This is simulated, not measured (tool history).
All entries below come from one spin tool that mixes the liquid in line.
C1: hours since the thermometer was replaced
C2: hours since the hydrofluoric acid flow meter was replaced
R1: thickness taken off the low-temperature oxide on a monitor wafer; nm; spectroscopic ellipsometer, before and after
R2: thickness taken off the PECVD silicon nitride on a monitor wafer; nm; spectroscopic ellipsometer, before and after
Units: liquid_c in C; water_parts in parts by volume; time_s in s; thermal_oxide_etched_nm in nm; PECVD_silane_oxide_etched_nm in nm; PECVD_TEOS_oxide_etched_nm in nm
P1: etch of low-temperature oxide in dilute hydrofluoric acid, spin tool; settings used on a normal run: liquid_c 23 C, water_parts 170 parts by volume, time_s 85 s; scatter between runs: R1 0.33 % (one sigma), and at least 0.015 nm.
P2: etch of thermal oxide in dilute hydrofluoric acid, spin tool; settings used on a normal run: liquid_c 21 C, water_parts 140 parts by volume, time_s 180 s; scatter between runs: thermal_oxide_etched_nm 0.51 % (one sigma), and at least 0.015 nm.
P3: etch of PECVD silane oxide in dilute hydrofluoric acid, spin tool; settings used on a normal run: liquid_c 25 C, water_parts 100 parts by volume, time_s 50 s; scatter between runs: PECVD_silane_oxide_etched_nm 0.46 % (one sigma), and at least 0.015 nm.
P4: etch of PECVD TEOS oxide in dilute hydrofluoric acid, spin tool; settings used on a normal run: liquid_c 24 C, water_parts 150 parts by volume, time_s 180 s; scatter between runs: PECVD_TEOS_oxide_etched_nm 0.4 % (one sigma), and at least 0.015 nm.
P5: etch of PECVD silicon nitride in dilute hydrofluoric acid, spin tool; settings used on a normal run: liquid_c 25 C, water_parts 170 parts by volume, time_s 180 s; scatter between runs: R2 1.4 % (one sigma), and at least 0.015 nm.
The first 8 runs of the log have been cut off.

run 9 hour=112.1 | process=P1 liquid_c=23 water_parts=170 time_s=85 | C1=774.5 C2=368 | R1=9.5343
run 10 hour=120.7 | process=P5 liquid_c=25 water_parts=170 time_s=180 | C1=783.1 C2=376.6 | R2=1.9949
run 11 hour=134.3 | process=P2 liquid_c=21 water_parts=140 time_s=180 | C1=796.7 C2=390.2 | thermal_oxide_etched_nm=5.2156
run 12 hour=144.3 | process=P5 liquid_c=21 water_parts=170 time_s=180 | C1=806.7 C2=400.2 | R2=1.5336
run 13 hour=159.7 | process=P1 liquid_c=23 water_parts=170 time_s=85 | C1=822.1 C2=415.6 | R1=9.5188
run 14 hour=172.2 | process=P2 liquid_c=21 water_parts=140 time_s=20 | C1=834.6 C2=428.1 | thermal_oxide_etched_nm=0.56336
run 15 hour=189.8 | process=P1 liquid_c=23 water_parts=170 time_s=35 | C1=852.2 C2=445.7 | R1=3.9525
-- hour=194.9 hydrofluoric acid flow meter replaced
run 16 hour=206 | process=P4 liquid_c=17 water_parts=150 time_s=180 | C1=868.4 C2=11.2 | PECVD_TEOS_oxide_etched_nm=11.849
run 17 hour=221.4 | process=P5 liquid_c=25 water_parts=170 time_s=180 | C1=883.8 C2=26.6 | R2=2.0249
run 18 hour=235.2 | process=P4 liquid_c=24 water_parts=150 time_s=15 | C1=897.6 C2=40.4 | PECVD_TEOS_oxide_etched_nm=1.3094
run 19 hour=252.7 | process=P1 liquid_c=23 water_parts=305 time_s=85 | C1=915.1 C2=57.9 | R1=4.6651
run 20 hour=266 | process=P3 liquid_c=25 water_parts=100 time_s=50 | C1=928.4 C2=71.2 | PECVD_silane_oxide_etched_nm=12.399
run 21 hour=282 | process=P1 liquid_c=23 water_parts=170 time_s=130 | C1=944.4 C2=87.2 | R1=14.637
run 22 hour=292.5 | process=P4 liquid_c=24 water_parts=260 time_s=180 | C1=954.9 C2=97.7 | PECVD_TEOS_oxide_etched_nm=8.0305
run 23 hour=301.6 | process=P5 liquid_c=25 water_parts=170 time_s=20 | C1=964 C2=106.8 | R2=0.22193
run 24 hour=312.8 | process=P3 liquid_c=33.5 water_parts=100 time_s=50 | C1=975.2 C2=118 | PECVD_silane_oxide_etched_nm=17.029
run 25 hour=324.8 | process=P2 liquid_c=21 water_parts=205 time_s=180 | C1=987.2 C2=130 | thermal_oxide_etched_nm=3.3704

Run 26 is up next; what results do you expect?
run 26 hour=341.4 | process=P1 liquid_c=29 water_parts=170 time_s=85 | C1=1003.8 C2=146.6 | R1=?

{"run 26": {"R1": 11.869}}
